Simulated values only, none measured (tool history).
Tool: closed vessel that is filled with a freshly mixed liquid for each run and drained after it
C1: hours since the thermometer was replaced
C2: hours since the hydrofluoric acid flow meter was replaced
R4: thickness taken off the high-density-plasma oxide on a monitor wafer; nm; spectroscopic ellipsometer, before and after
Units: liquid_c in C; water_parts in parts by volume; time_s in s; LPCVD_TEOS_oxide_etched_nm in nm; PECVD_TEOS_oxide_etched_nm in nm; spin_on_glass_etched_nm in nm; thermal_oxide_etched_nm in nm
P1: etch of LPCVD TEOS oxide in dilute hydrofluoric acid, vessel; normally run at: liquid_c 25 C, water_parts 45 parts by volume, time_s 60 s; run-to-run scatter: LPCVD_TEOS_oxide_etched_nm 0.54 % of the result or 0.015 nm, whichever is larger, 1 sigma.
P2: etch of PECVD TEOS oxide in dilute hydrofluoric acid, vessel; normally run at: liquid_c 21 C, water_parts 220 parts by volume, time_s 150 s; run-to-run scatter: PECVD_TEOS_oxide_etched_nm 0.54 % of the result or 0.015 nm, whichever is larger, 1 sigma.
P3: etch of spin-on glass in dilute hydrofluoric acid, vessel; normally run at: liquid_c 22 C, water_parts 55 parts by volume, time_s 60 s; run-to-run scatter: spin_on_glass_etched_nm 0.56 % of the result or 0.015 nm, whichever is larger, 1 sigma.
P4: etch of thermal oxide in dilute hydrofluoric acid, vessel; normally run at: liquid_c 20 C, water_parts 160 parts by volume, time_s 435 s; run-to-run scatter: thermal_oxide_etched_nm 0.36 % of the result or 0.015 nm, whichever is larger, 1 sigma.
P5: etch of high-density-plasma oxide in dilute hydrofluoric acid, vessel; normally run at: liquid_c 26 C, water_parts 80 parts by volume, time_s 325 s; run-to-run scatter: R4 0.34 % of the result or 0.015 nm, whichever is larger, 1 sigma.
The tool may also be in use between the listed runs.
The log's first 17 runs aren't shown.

{"run": 18, "day": 6.542, "process": "P2", "liquid_c": 21, "water_parts": 220, "time_s": 150, "C1": 91.3, "C2": 120, "PECVD_TEOS_oxide_etched_nm": 9.4377}
{"run": 19, "day": 6.767, "process": "P2", "liquid_c": 21, "water_parts": 375, "time_s": 150, "C1": 96.7, "C2": 125.4, "PECVD_TEOS_oxide_etched_nm": 4.8369}
{"run": 20, "day": 7.233, "process": "P4", "liquid_c": 20, "water_parts": 160, "time_s": 850, "C1": 107.9, "C2": 136.6, "thermal_oxide_etched_nm": 21.219}
{"run": 21, "day": 7.55, "process": "P5", "liquid_c": 26, "water_parts": 80, "time_s": 325, "C1": 115.5, "C2": 144.2, "R4": 23.008}
{"run": 22, "day": 7.9, "process": "P1", "liquid_c": 25, "water_parts": 45, "time_s": 60, "C1": 123.9, "C2": 152.6, "LPCVD_TEOS_oxide_etched_nm": 30.433}
{"run": 23, "day": 8.146, "process": "P4", "liquid_c": 17, "water_parts": 160, "time_s": 435, "C1": 129.8, "C2": 158.5, "thermal_oxide_etched_nm": 9.7085}
{"run": 24, "day": 8.633, "process": "P1", "liquid_c": 25, "water_parts": 60, "time_s": 60, "C1": 141.5, "C2": 170.2, "LPCVD_TEOS_oxide_etched_nm": 22.6}
{"run": 25, "day": 8.971, "process": "P5", "liquid_c": 26, "water_parts": 20, "time_s": 325, "C1": 149.6, "C2": 178.3, "R4": 99.803}
{"run": 26, "day": 9.321, "process": "P5", "liquid_c": 26, "water_parts": 80, "time_s": 620, "C1": 158, "C2": 186.7, "R4": 43.993}
{"run": 27, "day": 9.704, "process": "P3", "liquid_c": 22, "water_parts": 55, "time_s": 60, "C1": 167.2, "C2": 195.9, "spin_on_glass_etched_nm": 43.48}
{"run": 28, "day": 9.962, "process": "P5", "liquid_c": 26, "water_parts": 80, "time_s": 325, "C1": 173.4, "C2": 202.1, "R4": 23.098}
{"run": 29, "day": 10.383, "process": "P3", "liquid_c": 27, "water_parts": 55, "time_s": 60, "C1": 183.5, "C2": 212.2, "spin_on_glass_etched_nm": 53.686}
{"run": 30, "day": 10.738, "process": "P1", "liquid_c": 25, "water_parts": 45, "time_s": 60, "C1": 192, "C2": 220.7, "LPCVD_TEOS_oxide_etched_nm": 30.994}
{"run": 31, "day": 11.008, "process": "P4", "liquid_c": 20, "water_parts": 160, "time_s": 435, "C1": 198.5, "C2": 227.2, "thermal_oxide_etched_nm": 10.991}
{"run": 32, "day": 11.346, "process": "P3", "liquid_c": 22, "water_parts": 20, "time_s": 60, "C1": 206.6, "C2": 235.3, "spin_on_glass_etched_nm": 126.53}
{"run": 33, "day": 11.704, "process": "P3", "liquid_c": 22, "water_parts": 55, "time_s": 115, "C1": 215.2, "C2": 243.9, "spin_on_glass_etched_nm": 83.783}
{"run": 34, "day": 11.954, "process": "P1", "liquid_c": 25, "water_parts": 45, "time_s": 60, "C1": 221.2, "C2": 249.9, "LPCVD_TEOS_oxide_etched_nm": 30.666}
{"run": 35, "day": 12.317, "process": "P1", "liquid_c": 25, "water_parts": 45, "time_s": 60, "C1": 229.9, "C2": 258.6, "LPCVD_TEOS_oxide_etched_nm": 31.804}
{"run": 36, "day": 12.696, "process": "P1", "liquid_c": 25, "water_parts": 45, "time_s": 60, "C1": 239, "C2": 267.7, "LPCVD_TEOS_oxide_etched_nm": 31.981}
{"run": 37, "day": 13.167, "process": "P1", "liquid_c": 25, "water_parts": 45, "time_s": 60, "C1": 250.3, "C2": 279, "LPCVD_TEOS_oxide_etched_nm": 32.334}
{"run": 38, "day": 13.425, "process": "P1", "liquid_c": 25, "water_parts": 45, "time_s": 60, "C1": 256.5, "C2": 285.2, "LPCVD_TEOS_oxide_etched_nm": 32.524}
{"run": 39, "day": 13.867, "process": "P1", "liquid_c": 25, "water_parts": 45, "time_s": 60, "C1": 267.1, "C2": 295.8, "LPCVD_TEOS_oxide_etched_nm": 32.579}

Forecast run 40:
{"run": 40, "day": 14.088, "process": "P1", "liquid_c": 25, "water_parts": 45, "time_s": 60, "C1": 272.4, "C2": 301.1, "LPCVD_TEOS_oxide_etched_nm": "?"}

Run 40 gave LPCVD_TEOS_oxide_etched_nm 32.627 nm.

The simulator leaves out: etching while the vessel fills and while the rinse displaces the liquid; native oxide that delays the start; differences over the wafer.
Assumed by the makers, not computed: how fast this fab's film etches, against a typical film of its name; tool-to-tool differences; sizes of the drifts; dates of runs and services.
